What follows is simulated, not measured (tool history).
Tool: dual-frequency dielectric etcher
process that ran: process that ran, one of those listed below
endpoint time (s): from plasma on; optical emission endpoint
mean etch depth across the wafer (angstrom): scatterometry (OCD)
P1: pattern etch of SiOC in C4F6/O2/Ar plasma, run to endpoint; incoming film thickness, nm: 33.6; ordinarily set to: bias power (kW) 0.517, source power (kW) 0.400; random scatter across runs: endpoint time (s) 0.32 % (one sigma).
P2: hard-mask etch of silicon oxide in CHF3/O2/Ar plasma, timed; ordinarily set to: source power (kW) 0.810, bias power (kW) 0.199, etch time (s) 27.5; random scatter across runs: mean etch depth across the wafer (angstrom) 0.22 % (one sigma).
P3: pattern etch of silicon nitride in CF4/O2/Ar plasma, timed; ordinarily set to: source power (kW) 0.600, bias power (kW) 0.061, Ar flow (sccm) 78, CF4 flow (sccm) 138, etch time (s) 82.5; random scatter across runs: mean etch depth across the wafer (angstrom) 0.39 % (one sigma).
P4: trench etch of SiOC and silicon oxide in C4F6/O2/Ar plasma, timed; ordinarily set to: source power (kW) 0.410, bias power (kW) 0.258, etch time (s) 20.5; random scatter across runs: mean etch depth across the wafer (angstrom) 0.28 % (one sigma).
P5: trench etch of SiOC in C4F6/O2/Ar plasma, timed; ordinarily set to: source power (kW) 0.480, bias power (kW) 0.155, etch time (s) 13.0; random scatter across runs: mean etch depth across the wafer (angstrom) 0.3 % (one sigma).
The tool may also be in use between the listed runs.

run     day  process that ran  bias power (kW)  source power (kW)  Ar flow (sccm)  CF4 flow (sccm)  etch time (s)  hours since the last wet clean  hours since the last bias power generator calibration  hours since the last source power generator calibration  endpoint time (s)  mean etch depth across the wafer (angstrom)
  1   0.271                P1            0.517              0.400                                                                           146.7                                                  603.8                                                   1406.3            10.9720
  2   0.621                P3            0.061              0.600              78              138           82.5                           155.1                                                  612.2                                                   1414.7                                                         2206.40
  3   0.979                P5            0.155              0.480                                             7.5                           163.7                                                  620.8                                                   1423.3                                                          158.60
  4   1.392                P4            0.258              0.410                                            20.5                           173.6                                                  630.7                                                   1433.2                                                          456.82
  5   1.738                P1            0.517              0.400                                                                           181.9                                                  639.0                                                   1441.5            11.0020
  6   1.988                P1            0.414              0.470                                                                           187.9                                                  645.0                                                   1447.5            11.2680
  7   2.388                P4            0.258              0.560                                            20.5                           197.5                                                  654.6                                                   1457.1                                                          516.14
  8   2.662                P5            0.220              0.480                                            13.0                           204.1                                                  661.2                                                   1463.7                                                          304.34
  9   2.862                P5            0.155              0.300                                            13.0                           208.9                                                  666.0                                                   1468.5                                                          228.65
 10   3.200                P1            0.517              0.320                                                                           217.0                                                  674.1                                                   1476.6            11.9500
 11   3.392                P1            0.405              0.330                                                                           221.6                                                  678.7                                                   1481.2            12.9230
 12   3.596                P2            0.156              0.810                                            27.5                           226.5                                                  683.6                                                   1486.1                                                          600.93
 13   3.908                P4            0.258              0.410                                            14.0                           234.0                                                  691.1                                                   1493.6                                                          311.51
 14   4.262                P3            0.061              0.600              78              138           56.0                           242.5                                                  699.6                                                   1502.1                                                         1489.20
 15   4.462                P5            0.155              0.480                                            13.0                           247.3                                                  704.4                                                   1506.9                                                          277.03
 16   4.733                P3            0.061              0.600              46              138           82.5                           253.8                                                  710.9                                                   1513.4                                                         2295.40
 17   5.133                P2            0.199              0.810                                            16.0                           263.4                                                  720.5                                                   1523.0                                                          378.45
 18   5.521                P2            0.199              0.980                                            27.5                           272.7                                                  729.8                                                   1532.3                                                          698.08
 19   5.883                P3            0.061              0.490              78              138           82.5                           281.4                                                  738.5                                                   1541.0                                                         1849.00
 20   6.088                P1            0.347              0.400                                                                           286.3                                                  743.4                                                   1545.9            12.6920
 21   6.412                P3            0.061              0.600              78              138           82.5                           294.1                                                  751.2                                                   1553.7                                                         2198.80
 22   6.771                P3            0.061              0.600              78              187           82.5                           302.7                                                  759.8                                                   1562.3                                                         2267.10
 23   7.029                P3            0.038              0.600              78              138           82.5                           308.9                                                  766.0                                                   1568.5                                                         1873.10
 24   7.454                P1            0.697              0.400                                                                           319.1                                                  776.2                                                   1578.7             9.7749
 25   7.762                P1            0.517              0.400                                                                           326.5                                                  783.6                                                   1586.1            10.9930
 26   7.996                P1            0.517              0.400                                                                           332.1                                                  789.2                                                   1591.7            10.9470
 27   8.258                P1            0.517              0.530                                                                           338.4                                                  795.5                                                   1598.0             9.8972
 28   8.621                P4            0.338              0.410                                            20.5                           347.1                                                  804.2                                                   1606.7                                                          502.19
 29   8.954                P4            0.258              0.410                                            20.5                           355.1                                                  812.2                                                   1614.7                                                          455.28
 30   9.208                P2            0.199              0.810                                            27.5                           361.2                                                  818.3                                                   1620.8                                                          651.94
 31   9.571                P1            0.517              0.400                                                                           369.9                                                  827.0                                                   1629.5            10.9480
 32  10.004                P1            0.517              0.400                                                                           380.3                                                  837.4                                                   1639.9            10.8970
 33  10.304                P1            0.517              0.400                                                                           387.5                                                  844.6                                                   1647.1            10.8280
 34  10.662                P1            0.517              0.400                                                                           396.1                                                  853.2                                                   1655.7            10.7980
 35  11.062                P1            0.517              0.400                                                                           405.7                                                  862.8                                                   1665.3            10.7710
     11.258  -- wet clean of the chamber
 36  11.258                P1            0.517              0.400                                                                             0.0                                                  867.5                                                   1670.0            10.8020
 37  11.558                P1            0.517              0.400                                                                             7.2                                                  874.7                                                   1677.2            10.8380
 38  11.975                P1            0.517              0.400                                                                            17.2                                                  884.7                                                   1687.2            10.8100
 39  12.312                P1            0.517              0.400                                                                            25.3                                                  892.8                                                   1695.3            10.8400

Compared with where it was, what P1 gives has crept away. Each cause listed below fits the log as well as the rest, at the size given for it:
A: source power that arrives over what is set, % = 4.41
B: bias power that arrives over what is set, % = 4.32
Onset of the creep was near day 9.571.
Ruled out, with reasons:
chamber walls in a state that raises the etch rate, %: maintenance at day 11.258, after the shift began, did not return the process to its former output

Below are 4 check runs, each averaged over 2 wafers, with their results shown as question marks. Which of them would give clearly different results depending on which cause is behind the drift?
check 1  12.650                P3            0.061              0.600              50              184           82.5                                                                                                                                                                                                               ?
check 2  12.650                P4            0.324              0.410                                            16.0                                                                                                                                                                                                               ?
check 3  12.650                P5            0.155              0.320                                             9.0                                                                                                                                                                                                               ?
check 4  12.650                P2            0.199              0.940                                            18.5                                                                                                                                                                                                               ?

Predicted outcomes, by check and by cause:
  check                                       result     if A     if B
check 1  mean etch depth across the wafer (angstrom)  2415.80  2359.70
check 2  mean etch depth across the wafer (angstrom)   391.80   391.31
check 3  mean etch depth across the wafer (angstrom)   165.02   164.42
check 4  mean etch depth across the wafer (angstrom)   471.42   470.26
How far apart the two closest causes lie, in the result that separates them most: check 1 2.35 %; check 2 0.13 %; check 3 0.36 %; check 4 0.25 %
Of the check runs offered, only check 1 discriminates between the causes; the rest would read about the same regardless of which cause applies.

Check 1 has now been run. It gave: mean etch depth across the wafer (angstrom) 2400.30. Which of the candidate causes is it?

The cause is A: source power that arrives over what is set, %.
